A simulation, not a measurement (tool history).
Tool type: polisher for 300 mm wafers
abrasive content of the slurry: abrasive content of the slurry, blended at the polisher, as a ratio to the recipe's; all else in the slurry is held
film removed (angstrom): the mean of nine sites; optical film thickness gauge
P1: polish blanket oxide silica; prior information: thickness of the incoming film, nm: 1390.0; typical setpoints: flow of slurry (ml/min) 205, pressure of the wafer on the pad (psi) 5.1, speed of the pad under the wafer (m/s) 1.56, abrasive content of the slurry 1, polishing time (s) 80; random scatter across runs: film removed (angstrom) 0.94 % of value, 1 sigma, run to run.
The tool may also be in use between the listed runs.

run	hour	flow of slurry (ml/min)	pressure of the wafer on the pad (psi)	speed of the pad under the wafer (m/s)	abrasive content of the slurry	polishing time (s)	film removed (angstrom)
1	11.4	205	5.1	1.56	1	80	3373.9
2	19.1	300	5.1	1.56	1	80	3600.5
# hour 25.7: head pressure recalibrated
3	35.4	205	6.6	1.56	1	80	4449.3
4	52	205	2.4	1.56	1	80	1615.2
5	68.6	205	5.1	0.7	1	80	1826.9
6	79.3	205	5.1	1.56	1	80	3397.7
7	96.2	205	5.1	1.56	1	80	3444.2
8	110.9	205	5.1	1.56	1	38	1654.7
9	123.6	130	6.9	1.56	1	80	4292
10	134.8	205	5.1	1.56	1.3	80	3840.6
11	144.9	205	5.1	1.96	1	80	4160.5
# hour 150.9: slurry blender recalibrated
12	155.3	205	5.1	1.56	1	110	4699.9
13	169.3	205	7.6	2.32	1	80	7068.3
14	179.2	125	5.1	1.56	1	80	3203
15	192.7	205	5.1	1.56	1	80	3487.7
16	209.7	205	5.1	1.56	0.6	80	2651.1
17	219.6	205	5.1	1.56	1	80	3384.6
18	236	205	5.1	1.56	1	80	3212.3
19	248.1	205	5.1	1.56	1	80	3209.7
20	258.5	205	5.1	1.56	1	80	3060.9
21	267.2	205	5.1	1.56	1	80	3074.1
# hour 269.6: conditioning disc replaced and pad reconditioned
# hour 273.6: slurry nozzle cleaned
22	275.1	205	5.1	1.56	1	80	3054.4
23	289.5	205	5.1	1.56	1	80	3034.7
# hour 296.5: head pressure recalibrated
24	300.3	205	5.1	1.56	1	80	3032.1
25	316.3	205	5.1	1.56	1	80	2985.1
26	329.1	205	5.1	1.56	1	80	3012.2
27	341.1	205	5.1	1.56	1	80	2995

What P1 gives has crept away from where it was. These 2 causes fit the log equally well, each at the size given:
A: removal rate lost through wear of the pad, % = 12.2
B: abrasive missing from the slurry, % = 23.5
The drift started at roughly hour 219.6.
Excluded causes, each with its reason:
slurry flow missing at the pad, %: was serviced at hour 273.6, once the creep was under way, yet the earlier output never came back
head's pressure below its setpoint, %: was serviced at hour 296.5, once the creep was under way, yet the earlier output never came back
time polished since the conditioner stopped cutting, s: was serviced at hour 269.6, once the creep was under way, yet the earlier output never came back

Which of the check runs below tells the causes apart, meaning the causes would give it clearly different results? Each run uses 5 wafers whose results are averaged, and each result is shown as a question mark.
check 1	353.1	205	2.5	1.56	0.6	80	?
check 2	353.1	205	5.1	0.86	1	52	?
check 3	353.1	245	5.1	1.56	1	80	?
check 4	353.1	205	5.1	0.84	1	96	?

How each check would come out, cause by cause:
check	result	if A	if B
check 1	film removed (angstrom)	1133	1094.9
check 2	film removed (angstrom)	1215.7	1215
check 3	film removed (angstrom)	3076.4	3074.6
check 4	film removed (angstrom)	2202.5	2201.2
Minimum pairwise separation of causes per check, each pair taken at its best-separating result: check 1 3.42 %; check 2 0.06 %; check 3 0.06 %; check 4 0.06 %
Check 1 is the one run that separates the causes; every other check would come out nearly the same whichever cause is at work.

Check 1 was carried out, with these results: film removed (angstrom) 1131.5. Which of the listed causes is responsible?

Of the candidate causes, it is A: removal rate lost through wear of the pad, %.

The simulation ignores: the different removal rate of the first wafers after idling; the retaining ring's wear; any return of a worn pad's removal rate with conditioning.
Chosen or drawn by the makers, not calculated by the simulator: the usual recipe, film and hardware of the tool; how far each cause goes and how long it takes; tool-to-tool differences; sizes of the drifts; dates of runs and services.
